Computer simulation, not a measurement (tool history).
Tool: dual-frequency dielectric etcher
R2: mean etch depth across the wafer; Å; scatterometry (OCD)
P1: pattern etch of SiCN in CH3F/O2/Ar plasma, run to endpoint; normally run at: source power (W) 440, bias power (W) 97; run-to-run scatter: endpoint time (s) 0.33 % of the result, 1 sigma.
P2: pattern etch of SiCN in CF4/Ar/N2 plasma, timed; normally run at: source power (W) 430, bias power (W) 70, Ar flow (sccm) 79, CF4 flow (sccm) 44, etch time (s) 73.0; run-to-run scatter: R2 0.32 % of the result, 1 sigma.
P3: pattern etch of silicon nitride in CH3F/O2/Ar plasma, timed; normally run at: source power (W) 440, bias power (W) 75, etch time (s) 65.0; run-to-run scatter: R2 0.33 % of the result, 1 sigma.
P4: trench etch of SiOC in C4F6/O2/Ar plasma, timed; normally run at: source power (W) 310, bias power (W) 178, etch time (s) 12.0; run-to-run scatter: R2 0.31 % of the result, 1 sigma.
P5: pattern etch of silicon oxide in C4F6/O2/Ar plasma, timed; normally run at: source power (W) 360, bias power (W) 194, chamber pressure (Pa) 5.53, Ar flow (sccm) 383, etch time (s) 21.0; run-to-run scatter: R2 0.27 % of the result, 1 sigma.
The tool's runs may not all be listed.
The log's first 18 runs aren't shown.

run 19 hour=155.4 | process_that_ran=P2 source_power_(W)=430 bias_power_(W)=70 Ar_flow_(sccm)=79 etch_time_(s)=73.0 CF4_flow_(sccm)=29 | R2=517.87
run 20 hour=163.3 | process_that_ran=P5 source_power_(W)=450 bias_power_(W)=194 chamber_pressure_(Pa)=5.53 Ar_flow_(sccm)=383 etch_time_(s)=21.0 | R2=689.73
run 21 hour=174.3 | process_that_ran=P5 source_power_(W)=360 bias_power_(W)=253 chamber_pressure_(Pa)=5.53 Ar_flow_(sccm)=383 etch_time_(s)=21.0 | R2=688.82
run 22 hour=184.3 | process_that_ran=P2 source_power_(W)=560 bias_power_(W)=70 Ar_flow_(sccm)=79 etch_time_(s)=73.0 CF4_flow_(sccm)=44 | R2=698.85
run 23 hour=190.8 | process_that_ran=P4 source_power_(W)=310 bias_power_(W)=178 etch_time_(s)=12.0 | R2=223.82
run 24 hour=196.4 | process_that_ran=P1 source_power_(W)=300 bias_power_(W)=59 | endpoint_time_(s)=24.806
run 25 hour=202.7 | process_that_ran=P4 source_power_(W)=310 bias_power_(W)=178 etch_time_(s)=6.5 | R2=121.60
run 26 hour=212.5 | process_that_ran=P1 source_power_(W)=440 bias_power_(W)=116 | endpoint_time_(s)=16.818
run 27 hour=217.6 | process_that_ran=P1 source_power_(W)=440 bias_power_(W)=97 | endpoint_time_(s)=18.099
run 28 hour=225.9 | process_that_ran=P5 source_power_(W)=360 bias_power_(W)=194 chamber_pressure_(Pa)=3.87 Ar_flow_(sccm)=383 etch_time_(s)=21.0 | R2=657.16
run 29 hour=235.0 | process_that_ran=P2 source_power_(W)=430 bias_power_(W)=70 Ar_flow_(sccm)=79 etch_time_(s)=98.0 CF4_flow_(sccm)=44 | R2=741.98
run 30 hour=242.5 | process_that_ran=P3 source_power_(W)=570 bias_power_(W)=75 etch_time_(s)=65.0 | R2=522.04
run 31 hour=252.6 | process_that_ran=P1 source_power_(W)=440 bias_power_(W)=97 | endpoint_time_(s)=18.038
run 32 hour=258.6 | process_that_ran=P5 source_power_(W)=360 bias_power_(W)=194 chamber_pressure_(Pa)=5.53 Ar_flow_(sccm)=383 etch_time_(s)=21.0 | R2=634.45
run 33 hour=264.1 | process_that_ran=P1 source_power_(W)=440 bias_power_(W)=97 | endpoint_time_(s)=17.951
run 34 hour=270.1 | process_that_ran=P1 source_power_(W)=520 bias_power_(W)=97 | endpoint_time_(s)=17.021

Forecast run 35:
run 35 hour=281.5 | process_that_ran=P1 source_power_(W)=440 bias_power_(W)=97 | endpoint_time_(s)=?

{"run 35": {"endpoint time (s)": 17.903}}
